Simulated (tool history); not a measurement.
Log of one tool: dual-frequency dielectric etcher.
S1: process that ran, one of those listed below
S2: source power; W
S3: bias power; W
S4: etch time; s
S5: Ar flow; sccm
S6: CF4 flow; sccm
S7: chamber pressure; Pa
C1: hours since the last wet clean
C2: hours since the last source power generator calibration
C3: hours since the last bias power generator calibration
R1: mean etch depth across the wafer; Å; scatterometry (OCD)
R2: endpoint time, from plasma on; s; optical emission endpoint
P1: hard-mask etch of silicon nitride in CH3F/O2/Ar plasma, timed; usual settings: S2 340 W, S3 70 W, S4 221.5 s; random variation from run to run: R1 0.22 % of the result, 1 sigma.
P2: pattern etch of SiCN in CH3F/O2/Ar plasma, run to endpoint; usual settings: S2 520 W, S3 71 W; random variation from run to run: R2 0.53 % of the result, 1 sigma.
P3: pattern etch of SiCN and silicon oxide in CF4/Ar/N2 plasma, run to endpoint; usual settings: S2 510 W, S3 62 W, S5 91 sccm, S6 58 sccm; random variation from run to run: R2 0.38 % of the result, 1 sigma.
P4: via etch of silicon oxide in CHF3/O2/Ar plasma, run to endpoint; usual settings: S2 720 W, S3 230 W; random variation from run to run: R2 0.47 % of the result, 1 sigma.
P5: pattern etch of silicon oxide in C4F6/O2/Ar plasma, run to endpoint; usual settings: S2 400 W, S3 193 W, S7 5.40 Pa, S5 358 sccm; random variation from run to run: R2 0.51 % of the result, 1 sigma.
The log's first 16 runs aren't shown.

run,day,S1,S2,S3,S4,S5,S6,S7,C1,C2,C3,R1,R2
17,3.908,P1,340,43,147.0,,,,345.4,798.4,2667.0,810.96,
18,4.150,P1,340,70,221.5,,,,351.2,804.2,2672.8,1434.60,
19,4.429,P5,310,193,,358,,5.40,357.9,810.9,2679.5,,15.4370
20,4.675,P4,720,230,,,,,363.8,816.8,2685.4,,234.3700
21,4.967,P4,720,230,,,,,370.8,823.8,2692.4,,235.8200
22,5.271,P3,510,62,,91,58,,378.1,831.1,2699.7,,11.9840
23,5.479,P1,270,70,129.5,,,,383.1,836.1,2704.7,767.76,
24,5.771,P4,720,147,,,,,390.1,843.1,2711.7,,274.6300
25,6.079,P5,400,193,,286,,5.40,397.5,850.5,2719.1,,13.7130
26,6.342,P1,340,70,221.5,,,,403.8,856.8,2725.4,1426.20,
27,6.658,P3,510,62,,118,58,,411.4,864.4,2733.0,,12.5690
28,6.962,P2,520,71,,,,,418.7,871.7,2740.3,,24.4090
29,7.108,P1,250,70,221.5,,,,422.2,875.2,2743.8,1275.50,
30,7.396,P5,400,193,,358,,5.40,429.1,882.1,2750.7,,14.0010
31,7.692,P3,510,62,,91,80,,436.2,889.2,2757.8,,11.4510
32,7.892,P1,340,70,290.5,,,,441.0,894.0,2762.6,1870.60,
33,8.071,P1,340,70,221.5,,,,445.3,898.3,2766.9,1433.60,
34,8.342,P1,340,70,221.5,,,,451.8,904.8,2773.4,1433.40,
35,8.579,P1,340,70,221.5,,,,457.5,910.5,2779.1,1421.50,
36,8.838,P1,340,70,221.5,,,,463.7,916.7,2785.3,1415.60,

Forecast run 37:
# day 9.033: wet clean of the chamber
37,9.083,P1,340,70,221.5,,,,1.3,922.6,2791.2,?,

{"run 37": {"R1": 1415.3}}
